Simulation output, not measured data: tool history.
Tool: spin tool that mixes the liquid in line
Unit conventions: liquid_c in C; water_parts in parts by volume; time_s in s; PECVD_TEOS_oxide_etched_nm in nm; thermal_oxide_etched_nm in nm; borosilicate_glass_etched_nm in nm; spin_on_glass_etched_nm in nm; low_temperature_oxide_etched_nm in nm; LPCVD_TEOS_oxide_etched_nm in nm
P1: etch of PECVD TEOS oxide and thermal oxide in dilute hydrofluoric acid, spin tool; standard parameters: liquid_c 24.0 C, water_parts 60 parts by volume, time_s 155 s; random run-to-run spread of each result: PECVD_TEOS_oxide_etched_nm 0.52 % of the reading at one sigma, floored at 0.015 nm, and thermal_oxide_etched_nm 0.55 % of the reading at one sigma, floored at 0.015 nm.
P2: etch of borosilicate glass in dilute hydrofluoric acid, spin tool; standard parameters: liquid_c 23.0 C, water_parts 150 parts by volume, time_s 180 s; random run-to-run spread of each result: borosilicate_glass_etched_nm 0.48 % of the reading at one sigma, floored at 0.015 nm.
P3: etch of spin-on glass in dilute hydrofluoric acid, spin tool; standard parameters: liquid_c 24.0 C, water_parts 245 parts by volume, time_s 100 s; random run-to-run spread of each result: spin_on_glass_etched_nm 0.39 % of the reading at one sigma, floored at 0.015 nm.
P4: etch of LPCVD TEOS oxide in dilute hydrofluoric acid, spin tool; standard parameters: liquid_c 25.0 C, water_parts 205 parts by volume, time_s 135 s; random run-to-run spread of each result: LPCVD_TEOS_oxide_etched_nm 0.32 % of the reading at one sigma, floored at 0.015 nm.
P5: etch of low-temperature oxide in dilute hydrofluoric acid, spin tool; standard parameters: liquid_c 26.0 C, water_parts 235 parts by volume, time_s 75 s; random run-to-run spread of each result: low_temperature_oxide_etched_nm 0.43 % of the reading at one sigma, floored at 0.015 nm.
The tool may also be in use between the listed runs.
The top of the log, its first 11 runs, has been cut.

run    day  process  liquid_c  water_parts  time_s  hours since the thermometer was replaced  hours since the hydrofluoric acid flow meter was replaced  PECVD_TEOS_oxide_etched_nm  thermal_oxide_etched_nm  borosilicate_glass_etched_nm  spin_on_glass_etched_nm  low_temperature_oxide_etched_nm  LPCVD_TEOS_oxide_etched_nm
 12  1.954       P1      17.0           25     155                                    1709.2                                                      172.1                     93.9770                  24.0880
 13  2.062       P4      25.0          205     135                                    1711.8                                                      174.7                                                                                                                                                                   10.501
 14  2.300       P4      32.5          205     135                                    1717.5                                                      180.4                                                                                                                                                                   13.673
 15  2.492       P3      24.0          245     100                                    1722.1                                                      185.0                                                                                                     12.6810
 16  2.638       P5      26.0          235      20                                    1725.6                                                      188.5                                                                                                                                       1.4559
 17  2.867       P1      24.0           90     155                                    1731.1                                                      194.0                     32.6110                   8.3195
 18  3.104       P1      28.0           60      15                                    1736.8                                                      199.7                      5.8264                   1.4579
 19  3.254       P1      24.0           60     305                                    1740.4                                                      203.3                    101.3700                  25.4330
 20  3.375       P5      20.0          235      75                                    1743.3                                                      206.2                                                                                                                                       4.4241
 21  3.521       P2      23.0          150      15                                    1746.8                                                      209.7                                                                             2.3488
 22  3.662       P3      17.5          245     100                                    1750.2                                                      213.1                                                                                                      9.9419
 23  3.888       P1      24.0           30     155                                    1755.6                                                      218.5                    106.4700                  26.9010

Forecast run 24:
 24  4.046       P1      24.0           60      15                                    1759.4                                                      222.3                           ?                        ?

Run 24 came out at PECVD_TEOS_oxide_etched_nm 4.9423 nm, thermal_oxide_etched_nm 1.2319 nm.

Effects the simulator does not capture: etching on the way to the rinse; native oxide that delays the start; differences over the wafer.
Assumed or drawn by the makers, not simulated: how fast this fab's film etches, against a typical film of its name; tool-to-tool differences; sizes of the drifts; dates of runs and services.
